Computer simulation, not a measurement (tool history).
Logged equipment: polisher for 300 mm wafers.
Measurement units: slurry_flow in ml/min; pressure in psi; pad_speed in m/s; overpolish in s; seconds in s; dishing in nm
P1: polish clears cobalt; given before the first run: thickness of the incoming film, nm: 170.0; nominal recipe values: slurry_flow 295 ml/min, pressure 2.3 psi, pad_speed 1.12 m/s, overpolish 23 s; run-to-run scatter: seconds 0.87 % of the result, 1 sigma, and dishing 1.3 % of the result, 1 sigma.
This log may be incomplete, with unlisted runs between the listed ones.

run,hour,slurry_flow,pressure,pad_speed,overpolish,seconds,dishing
1,4.1,295,2.3,1.12,23,24.965,72.581
2,10.9,295,1.6,1.12,23,35.438,60.874
3,15.6,295,2.3,1.12,7,24.770,35.997
4,23.9,435,2.3,1.12,7,23.837,37.268
# hour 30.3: slurry nozzle cleaned
5,31.7,375,2.3,1.12,23,24.163,73.950
6,37.7,175,2.3,1.12,23,26.265,70.840
7,43.1,295,2.3,1.78,23,15.684,82.360
8,48.2,295,2.3,1.12,41,25.009,85.620
9,54.1,295,2.3,1.12,23,25.030,73.019
10,59.0,295,2.3,1.12,23,24.209,73.452
11,67.0,295,2.3,1.12,23,24.875,75.241
12,71.4,295,3.2,1.12,23,17.587,83.294
13,78.0,425,2.3,1.12,9,23.848,44.164
14,85.3,295,2.3,0.50,23,56.304,48.187
15,93.1,295,2.3,0.86,35,32.152,74.486
16,99.4,295,2.3,1.12,23,24.957,72.179
17,105.3,295,2.3,1.12,23,25.133,73.069

Predict the results of run 18:
18,111.7,295,2.3,1.12,23,?,?

{"run 18": {"seconds": 25.725, "dishing": 72.45}}

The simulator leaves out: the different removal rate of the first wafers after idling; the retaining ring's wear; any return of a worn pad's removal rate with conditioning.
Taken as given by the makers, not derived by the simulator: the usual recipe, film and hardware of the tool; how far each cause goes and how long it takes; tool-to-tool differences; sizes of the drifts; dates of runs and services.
